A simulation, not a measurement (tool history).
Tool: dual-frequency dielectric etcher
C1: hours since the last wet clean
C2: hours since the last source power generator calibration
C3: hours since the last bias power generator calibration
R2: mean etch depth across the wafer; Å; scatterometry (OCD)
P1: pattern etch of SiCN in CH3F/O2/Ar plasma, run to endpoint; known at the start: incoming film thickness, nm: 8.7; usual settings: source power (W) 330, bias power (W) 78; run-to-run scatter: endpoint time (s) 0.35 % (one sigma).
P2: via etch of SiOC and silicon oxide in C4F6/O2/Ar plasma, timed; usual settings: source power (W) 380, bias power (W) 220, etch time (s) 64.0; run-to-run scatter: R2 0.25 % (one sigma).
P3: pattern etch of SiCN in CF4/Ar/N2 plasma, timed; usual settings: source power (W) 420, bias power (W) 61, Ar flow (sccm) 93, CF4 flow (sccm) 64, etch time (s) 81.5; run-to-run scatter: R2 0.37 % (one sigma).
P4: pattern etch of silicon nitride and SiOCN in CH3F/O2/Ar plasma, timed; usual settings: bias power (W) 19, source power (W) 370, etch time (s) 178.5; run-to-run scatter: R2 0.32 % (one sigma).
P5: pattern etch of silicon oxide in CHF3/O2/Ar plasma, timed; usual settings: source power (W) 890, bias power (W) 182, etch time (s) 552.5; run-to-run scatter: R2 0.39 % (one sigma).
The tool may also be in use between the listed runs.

Run 1, hour 4.9: process that ran P1, source power (W) 330, bias power (W) 78; C1 122.6; C2 3068.5; C3 724.4. Result: endpoint time (s) 24.616.
Run 2, hour 12.5: process that ran P2, source power (W) 380, bias power (W) 276, etch time (s) 64.0; C1 130.2; C2 3076.1; C3 732.0. Result: R2 803.73 Å.
Run 3, hour 20.0: process that ran P1, source power (W) 400, bias power (W) 103; C1 137.7; C2 3083.6; C3 739.5. Result: endpoint time (s) 20.511.
Run 4, hour 23.6: process that ran P1, source power (W) 330, bias power (W) 78; C1 141.3; C2 3087.2; C3 743.1. Result: endpoint time (s) 24.349.
Run 5, hour 29.7: process that ran P3, source power (W) 420, bias power (W) 61, etch time (s) 81.5, Ar flow (sccm) 65, CF4 flow (sccm) 64; C1 147.4; C2 3093.3; C3 749.2. Result: R2 662.03 Å.
Run 6, hour 34.4: process that ran P5, source power (W) 890, bias power (W) 182, etch time (s) 552.5; C1 152.1; C2 3098.0; C3 753.9. Result: R2 12397.00 Å.
Run 7, hour 37.7: process that ran P1, source power (W) 330, bias power (W) 59; C1 155.4; C2 3101.3; C3 757.2. Result: endpoint time (s) 26.912.
Run 8, hour 41.3: process that ran P2, source power (W) 380, bias power (W) 220, etch time (s) 64.0; C1 159.0; C2 3104.9; C3 760.8. Result: R2 741.43 Å.
Run 9, hour 44.9: process that ran P1, source power (W) 330, bias power (W) 78; C1 162.6; C2 3108.5; C3 764.4. Result: endpoint time (s) 24.437.
Run 10, hour 50.9: process that ran P1, source power (W) 420, bias power (W) 48; C1 168.6; C2 3114.5; C3 770.4. Result: endpoint time (s) 26.103.
Run 11, hour 56.1: process that ran P1, source power (W) 330, bias power (W) 78; C1 173.8; C2 3119.7; C3 775.6. Result: endpoint time (s) 24.408.
Run 12, hour 59.5: process that ran P3, source power (W) 310, bias power (W) 61, etch time (s) 81.5, Ar flow (sccm) 93, CF4 flow (sccm) 64; C1 177.2; C2 3123.1; C3 779.0. Result: R2 481.02 Å.
Run 13, hour 66.7: process that ran P3, source power (W) 420, bias power (W) 77, etch time (s) 81.5, Ar flow (sccm) 93, CF4 flow (sccm) 64; C1 184.4; C2 3130.3; C3 786.2. Result: R2 685.30 Å.
Run 14, hour 71.5: process that ran P3, source power (W) 420, bias power (W) 61, etch time (s) 81.5, Ar flow (sccm) 93, CF4 flow (sccm) 45; C1 189.2; C2 3135.1; C3 791.0. Result: R2 591.36 Å.
Run 15, hour 78.6: process that ran P3, source power (W) 420, bias power (W) 61, etch time (s) 120.0, Ar flow (sccm) 93, CF4 flow (sccm) 64; C1 196.3; C2 3142.2; C3 798.1. Result: R2 923.68 Å.
Run 16, hour 82.3: process that ran P1, source power (W) 250, bias power (W) 78; C1 200.0; C2 3145.9; C3 801.8. Result: endpoint time (s) 27.063.
Run 17, hour 86.7: process that ran P5, source power (W) 890, bias power (W) 139, etch time (s) 552.5; C1 204.4; C2 3150.3; C3 806.2. Result: R2 11368.00 Å.
Run 18, hour 90.9: process that ran P5, source power (W) 720, bias power (W) 182, etch time (s) 552.5; C1 208.6; C2 3154.5; C3 810.4. Result: R2 11391.00 Å.
Run 19, hour 97.9: process that ran P1, source power (W) 270, bias power (W) 51; C1 215.6; C2 3161.5; C3 817.4. Result: endpoint time (s) 30.459.
Run 20, hour 103.1: process that ran P4, source power (W) 370, bias power (W) 19, etch time (s) 238.5; C1 220.8; C2 3166.7; C3 822.6. Result: R2 297.48 Å.
Run 21, hour 107.4: process that ran P4, source power (W) 370, bias power (W) 19, etch time (s) 178.5; C1 225.1; C2 3171.0; C3 826.9. Result: R2 222.66 Å.
Run 22, hour 112.7: process that ran P1, source power (W) 400, bias power (W) 78; C1 230.4; C2 3176.3; C3 832.2. Result: endpoint time (s) 22.643.
Run 23, hour 116.8: process that ran P1, source power (W) 330, bias power (W) 102; C1 234.5; C2 3180.4; C3 836.3. Result: endpoint time (s) 21.997.
Run 24, hour 124.1: process that ran P4, source power (W) 370, bias power (W) 11, etch time (s) 178.5; C1 241.8; C2 3187.7; C3 843.6. Result: R2 177.95 Å.
Run 25, hour 131.4: process that ran P2, source power (W) 380, bias power (W) 220, etch time (s) 64.0; C1 249.1; C2 3195.0; C3 850.9. Result: R2 742.00 Å.
Run 26, hour 135.7: process that ran P5, source power (W) 890, bias power (W) 182, etch time (s) 716.5; C1 253.4; C2 3199.3; C3 855.2. Result: R2 16129.00 Å.
Run 27, hour 142.1: process that ran P2, source power (W) 540, bias power (W) 220, etch time (s) 64.0; C1 259.8; C2 3205.7; C3 861.6. Result: R2 850.12 Å.
Run 28, hour 148.6: process that ran P4, source power (W) 460, bias power (W) 19, etch time (s) 178.5; C1 266.3; C2 3212.2; C3 868.1. Result: R2 240.26 Å.
Run 29, hour 154.9: process that ran P1, source power (W) 330, bias power (W) 78; C1 272.6; C2 3218.5; C3 874.4. Result: endpoint time (s) 24.381.
Run 30, hour 160.5: process that ran P5, source power (W) 890, bias power (W) 182, etch time (s) 552.5; C1 278.2; C2 3224.1; C3 880.0. Result: R2 12329.00 Å.
Run 31, hour 166.5: process that ran P3, source power (W) 420, bias power (W) 61, etch time (s) 81.5, Ar flow (sccm) 93, CF4 flow (sccm) 64; C1 284.2; C2 3230.1; C3 886.0. Result: R2 629.22 Å.
Run 32, hour 171.4: process that ran P1, source power (W) 330, bias power (W) 78; C1 289.1; C2 3235.0; C3 890.9. Result: endpoint time (s) 24.460.
Run 33, hour 178.1: process that ran P2, source power (W) 380, bias power (W) 220, etch time (s) 93.5; C1 295.8; C2 3241.7; C3 897.6. Result: R2 1081.90 Å.

Forecast run 34:
Run 34, hour 181.8: process that ran P1, source power (W) 330, bias power (W) 78; C1 299.5; C2 3245.4; C3 901.3. Result: endpoint time (s) ?.

{"run 34": {"endpoint time (s)": 24.346}}

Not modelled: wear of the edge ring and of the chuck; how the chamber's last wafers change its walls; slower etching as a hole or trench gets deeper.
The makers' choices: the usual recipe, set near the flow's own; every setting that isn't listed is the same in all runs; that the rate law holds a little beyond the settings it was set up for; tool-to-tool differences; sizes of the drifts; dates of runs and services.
